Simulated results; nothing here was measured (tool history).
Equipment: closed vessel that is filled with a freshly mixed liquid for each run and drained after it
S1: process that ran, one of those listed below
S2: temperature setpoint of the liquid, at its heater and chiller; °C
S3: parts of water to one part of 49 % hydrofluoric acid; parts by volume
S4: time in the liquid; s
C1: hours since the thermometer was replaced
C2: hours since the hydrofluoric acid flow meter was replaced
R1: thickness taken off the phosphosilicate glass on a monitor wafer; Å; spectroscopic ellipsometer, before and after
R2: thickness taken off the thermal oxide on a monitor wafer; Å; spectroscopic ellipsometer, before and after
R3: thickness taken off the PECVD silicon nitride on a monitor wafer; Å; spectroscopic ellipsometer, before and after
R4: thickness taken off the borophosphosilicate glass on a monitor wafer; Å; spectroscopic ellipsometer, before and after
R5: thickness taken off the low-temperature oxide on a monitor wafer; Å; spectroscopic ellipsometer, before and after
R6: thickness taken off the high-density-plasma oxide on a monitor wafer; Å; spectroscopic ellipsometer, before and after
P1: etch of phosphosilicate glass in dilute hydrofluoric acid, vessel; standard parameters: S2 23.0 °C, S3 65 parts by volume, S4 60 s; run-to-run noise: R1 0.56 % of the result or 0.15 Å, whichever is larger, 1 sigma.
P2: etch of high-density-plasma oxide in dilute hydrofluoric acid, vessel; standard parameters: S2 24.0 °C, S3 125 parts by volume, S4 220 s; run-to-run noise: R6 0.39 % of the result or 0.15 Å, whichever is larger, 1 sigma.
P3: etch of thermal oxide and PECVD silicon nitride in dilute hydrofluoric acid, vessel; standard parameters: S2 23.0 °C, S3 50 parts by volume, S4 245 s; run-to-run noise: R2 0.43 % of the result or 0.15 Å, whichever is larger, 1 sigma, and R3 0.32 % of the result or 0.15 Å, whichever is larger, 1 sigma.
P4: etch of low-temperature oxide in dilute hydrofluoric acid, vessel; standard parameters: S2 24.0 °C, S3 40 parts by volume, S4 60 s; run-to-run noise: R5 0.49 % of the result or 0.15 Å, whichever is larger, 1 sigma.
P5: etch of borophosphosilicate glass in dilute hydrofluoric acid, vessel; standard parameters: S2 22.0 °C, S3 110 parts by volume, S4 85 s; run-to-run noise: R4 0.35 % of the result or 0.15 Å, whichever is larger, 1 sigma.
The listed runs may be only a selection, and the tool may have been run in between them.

run 1 hour=4.9 | S1=P1 S2=23.0 S3=65 S4=60 | C1=1189.7 C2=328.9 | R1=1095.00
run 2 hour=10.5 | S1=P3 S2=23.0 S3=50 S4=245 | C1=1195.3 C2=334.5 | R2=228.750 R3=253.860
run 3 hour=13.1 | S1=P5 S2=17.0 S3=110 S4=85 | C1=1197.9 C2=337.1 | R4=158.810
run 4 hour=17.7 | S1=P4 S2=24.0 S3=40 S4=60 | C1=1202.5 C2=341.7 | R5=486.62
run 5 hour=20.4 | S1=P1 S2=23.0 S3=65 S4=60 | C1=1205.2 C2=344.4 | R1=1094.60
run 6 hour=25.2 | S1=P3 S2=23.0 S3=50 S4=95 | C1=1210.0 C2=349.2 | R2=88.944 R3=97.346
run 7 hour=29.8 | S1=P1 S2=23.0 S3=110 S4=60 | C1=1214.6 C2=353.8 | R1=609.72
run 8 hour=34.9 | S1=P1 S2=23.0 S3=65 S4=60 | C1=1219.7 C2=358.9 | R1=1095.30
run 9 hour=37.6 | S1=P3 S2=23.0 S3=20 S4=245 | C1=1222.4 C2=361.6 | R2=593.640 R3=611.440
run 10 hour=43.0 | S1=P2 S2=24.0 S3=125 S4=385 | C1=1227.8 C2=367.0 | R6=151.600
run 11 hour=46.4 | S1=P1 S2=17.0 S3=65 S4=30 | C1=1231.2 C2=370.4 | R1=425.23
run 12 hour=51.5 | S1=P2 S2=31.5 S3=125 S4=220 | C1=1236.3 C2=375.5 | R6=114.590
run 13 hour=54.8 | S1=P4 S2=24.0 S3=40 S4=30 | C1=1239.6 C2=378.8 | R5=240.84
run 14 hour=57.6 | S1=P2 S2=24.0 S3=30 S4=220 | C1=1242.4 C2=381.6 | R6=409.710
run 15 hour=61.5 | S1=P1 S2=23.0 S3=65 S4=105 | C1=1246.3 C2=385.5 | R1=1923.20
run 16 hour=66.9 | S1=P1 S2=23.0 S3=65 S4=60 | C1=1251.7 C2=390.9 | R1=1094.00
run 17 hour=72.0 | S1=P5 S2=22.0 S3=110 S4=30 | C1=1256.8 C2=396.0 | R4=69.036
run 18 hour=77.2 | S1=P1 S2=23.0 S3=65 S4=60 | C1=1262.0 C2=401.2 | R1=1095.10
run 19 hour=81.9 | S1=P5 S2=22.0 S3=190 S4=85 | C1=1266.7 C2=405.9 | R4=104.040
run 20 hour=86.3 | S1=P1 S2=23.0 S3=65 S4=60 | C1=1271.1 C2=410.3 | R1=1088.70
run 21 hour=90.7 | S1=P3 S2=29.0 S3=50 S4=245 | C1=1275.5 C2=414.7 | R2=292.580 R3=376.950
run 22 hour=96.1 | S1=P5 S2=22.0 S3=110 S4=85 | C1=1280.9 C2=420.1 | R4=195.810
run 23 hour=101.2 | S1=P4 S2=24.0 S3=65 S4=60 | C1=1286.0 C2=425.2 | R5=287.52
run 24 hour=104.3 | S1=P1 S2=23.0 S3=20 S4=60 | C1=1289.1 C2=428.3 | R1=3763.80
run 25 hour=108.2 | S1=P4 S2=18.0 S3=40 S4=60 | C1=1293.0 C2=432.2 | R5=377.66
run 26 hour=111.7 | S1=P3 S2=23.0 S3=50 S4=245 | C1=1296.5 C2=435.7 | R2=228.130 R3=253.680
run 27 hour=114.2 | S1=P1 S2=23.0 S3=65 S4=30 | C1=1299.0 C2=438.2 | R1=539.17
run 28 hour=117.7 | S1=P1 S2=27.5 S3=65 S4=60 | C1=1302.5 C2=441.7 | R1=1319.80
run 29 hour=123.6 | S1=P2 S2=24.0 S3=125 S4=220 | C1=1308.4 C2=447.6 | R6=86.466
run 30 hour=128.6 | S1=P1 S2=17.0 S3=65 S4=60 | C1=1313.4 C2=452.6 | R1=852.43
run 31 hour=133.4 | S1=P1 S2=23.0 S3=65 S4=60 | C1=1318.2 C2=457.4 | R1=1092.60
run 32 hour=136.8 | S1=P1 S2=23.0 S3=65 S4=60 | C1=1321.6 C2=460.8 | R1=1131.40
run 33 hour=142.4 | S1=P1 S2=23.0 S3=65 S4=60 | C1=1327.2 C2=466.4 | R1=1160.50
run 34 hour=145.1 | S1=P1 S2=23.0 S3=65 S4=60 | C1=1329.9 C2=469.1 | R1=1167.10
run 35 hour=147.9 | S1=P1 S2=23.0 S3=65 S4=60 | C1=1332.7 C2=471.9 | R1=1181.00
run 36 hour=151.1 | S1=P1 S2=23.0 S3=65 S4=60 | C1=1335.9 C2=475.1 | R1=1183.70
run 37 hour=155.3 | S1=P1 S2=23.0 S3=65 S4=60 | C1=1340.1 C2=479.3 | R1=1190.60
run 38 hour=159.7 | S1=P1 S2=23.0 S3=65 S4=60 | C1=1344.5 C2=483.7 | R1=1197.80

The log shows P1 creeping away from where it was. Any of the 2 causes listed here, at the size stated for it, fits the log just as well as the others:
A: liquid hotter than its thermometer reads (K) = 1.97
B: hydrofluoric acid flow above the setpoint (%) = 7.68
Onset of the creep was near hour 133.4.

4 check runs are offered, one wafer each, their results left as question marks. Which one tells the causes apart?
run check 1 hour=164.1 | S1=P4 S2=18.5 S3=60 S4=60 | R5=?
run check 2 hour=164.1 | S1=P5 S2=17.0 S3=110 S4=85 | R4=?
run check 3 hour=164.1 | S1=P3 S2=23.0 S3=50 S4=105 | R2=? R3=?
run check 4 hour=164.1 | S1=P2 S2=24.0 S3=45 S4=220 | R6=?

Outcome of each check run for each possible cause:
check=check_1 result=R5 if_A=271.24 if_B=270.01
check=check_2 result=R4 if_A=172.850 if_B=172.890
check=check_3 result=R2 if_A=106.030 if_B=105.770
check=check_3 result=R3 if_A=123.800 if_B=116.530
check=check_4 result=R6 if_A=288.480 if_B=287.760
Gap, in per cent, between the two causes that each check separates least, read from the result that separates them most: check 1 0.45 %; check 2 0.02 %; check 3 6.05 %; check 4 0.25 %
Check 3 tells the causes apart: in the others they would give nearly the same result.

After running check 3, the following was obtained: R2 105.510 Å; R3 116.530 Å. Which cause does this point to?

It is B: hydrofluoric acid flow above the setpoint (%).
